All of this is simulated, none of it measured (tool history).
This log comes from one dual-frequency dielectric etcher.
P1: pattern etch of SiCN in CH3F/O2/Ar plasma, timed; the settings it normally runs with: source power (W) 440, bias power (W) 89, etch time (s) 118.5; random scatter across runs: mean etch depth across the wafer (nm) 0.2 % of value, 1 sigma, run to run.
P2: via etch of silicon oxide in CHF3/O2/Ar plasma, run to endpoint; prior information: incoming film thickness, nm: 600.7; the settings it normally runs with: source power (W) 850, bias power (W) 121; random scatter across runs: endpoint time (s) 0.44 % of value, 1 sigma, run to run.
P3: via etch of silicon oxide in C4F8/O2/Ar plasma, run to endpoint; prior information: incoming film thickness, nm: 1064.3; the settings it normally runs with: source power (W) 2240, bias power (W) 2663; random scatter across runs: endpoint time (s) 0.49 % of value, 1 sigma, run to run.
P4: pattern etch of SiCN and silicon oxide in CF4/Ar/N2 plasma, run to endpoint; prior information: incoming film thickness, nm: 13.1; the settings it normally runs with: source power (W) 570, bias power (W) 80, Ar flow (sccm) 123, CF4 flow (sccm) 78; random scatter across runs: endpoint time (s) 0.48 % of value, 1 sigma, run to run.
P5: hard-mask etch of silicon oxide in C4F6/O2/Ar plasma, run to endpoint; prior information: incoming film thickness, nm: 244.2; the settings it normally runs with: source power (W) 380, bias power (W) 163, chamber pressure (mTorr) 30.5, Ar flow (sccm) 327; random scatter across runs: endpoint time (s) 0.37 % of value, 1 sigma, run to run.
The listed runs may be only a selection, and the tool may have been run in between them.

run	day	process that ran	source power (W)	bias power (W)	etch time (s)	chamber pressure (mTorr)	Ar flow (sccm)	CF4 flow (sccm)	mean etch depth across the wafer (nm)	endpoint time (s)
1	0.633	P1	440	89	118.5				47.998	
2	0.971	P5	380	163		30.5	327			83.256
3	1.621	P1	440	89	118.5				48.108	
4	2.150	P1	570	89	118.5				52.876	
5	2.829	P4	570	80			123	78		12.398
6	3.212	P1	440	64	144.5				51.938	
7	3.888	P1	440	89	152.0				61.624	
8	4.317	P1	290	89	118.5				41.087	
9	4.708	P1	440	59	66.5				23.287	
10	5.379	P4	570	80			78	78		11.841
11	5.758	P4	570	108			123	78		11.328
12	6.225	P2	850	121						300.930
13	6.896	P5	380	163		42.5	327			86.791
14	7.504	P3	2240	1831						211.290
15	7.871	P5	380	163		30.5	194			78.794
16	8.379	P1	440	89	118.5				48.016	
17	9.029	P5	290	163		30.5	327			92.443
18	9.542	P1	440	114	118.5				52.477	
19	10.150	P3	2240	2663						188.720
20	10.717	P5	380	163		30.5	327			84.034
21	11.083	P4	450	80			123	78		15.359
22	11.383	P1	440	89	74.0				29.972	
23	11.700	P1	440	71	69.5				25.962	
24	12.096	P1	440	89	118.5				47.863	
25	12.779	P4	570	80			123	49		13.459
26	13.104	P1	440	89	118.5				48.159	
27	13.600	P3	2810	2663						173.220
28	14.208	P1	440	89	118.5				47.779	
29	14.754	P5	380	104		30.5	327			95.593
30	15.300	P2	510	121						365.500
31	15.846	P1	440	72	118.5				44.334	
32	16.388	P2	850	91						327.770
33	16.938	P1	440	89	118.5				48.025	
34	17.379	P1	440	89	118.5				47.896	
35	17.962	P1	440	89	118.5				47.492	
36	18.425	P1	440	89	118.5				47.603	
37	19.021	P1	440	89	118.5				47.340	
38	19.438	P1	440	89	118.5				47.132	
39	19.825	P1	440	89	118.5				47.205	
# day 19.879: wet clean of the chamber
40	20.388	P1	440	89	118.5				47.216	
41	20.917	P1	440	89	118.5				47.133	
42	21.312	P1	440	89	118.5				47.189	

What P1 gives has crept off from where it sat before. The 2 causes that follow fit the log equally well, each at the size noted:
A: bias power that arrives under what is set, % = 4.54
B: source power that arrives under what is set, % = 4.46
Onset of the creep was near day 17.379.
The rest of the possible causes, and what rules out each one:
chamber walls in a state that lowers the etch rate, %: serviced after onset, at day 19.879, with no recovery of the prior output

The 4 check runs listed below each average the results of 2 wafers, and their outcomes are marked with question marks. Under which run would the listed causes produce clearly different results?
check 1	21.708	P3	2240	2663						?
check 2	21.708	P4	570	80			123	78		?
check 3	21.708	P2	850	121						?
check 4	21.708	P5	380	163		30.5	327			?

Expected result of each check under each candidate cause:
check	result	if A	if B
check 1	endpoint time (s)	191.290	192.060
check 2	endpoint time (s)	12.753	13.066
check 3	endpoint time (s)	303.670	304.960
check 4	endpoint time (s)	84.778	85.077
Per check, the gap between the least separated pair of causes, taken in the result that splits them most: check 1 0.4 %; check 2 2.42 %; check 3 0.42 %; check 4 0.35 %
The causes can be told apart only by check 2. The other checks would give nearly the same results under each of them.

Check 2 was carried out, with these results: endpoint time (s) 12.824. Which of the listed causes is responsible?

It is A: bias power that arrives under what is set, %.

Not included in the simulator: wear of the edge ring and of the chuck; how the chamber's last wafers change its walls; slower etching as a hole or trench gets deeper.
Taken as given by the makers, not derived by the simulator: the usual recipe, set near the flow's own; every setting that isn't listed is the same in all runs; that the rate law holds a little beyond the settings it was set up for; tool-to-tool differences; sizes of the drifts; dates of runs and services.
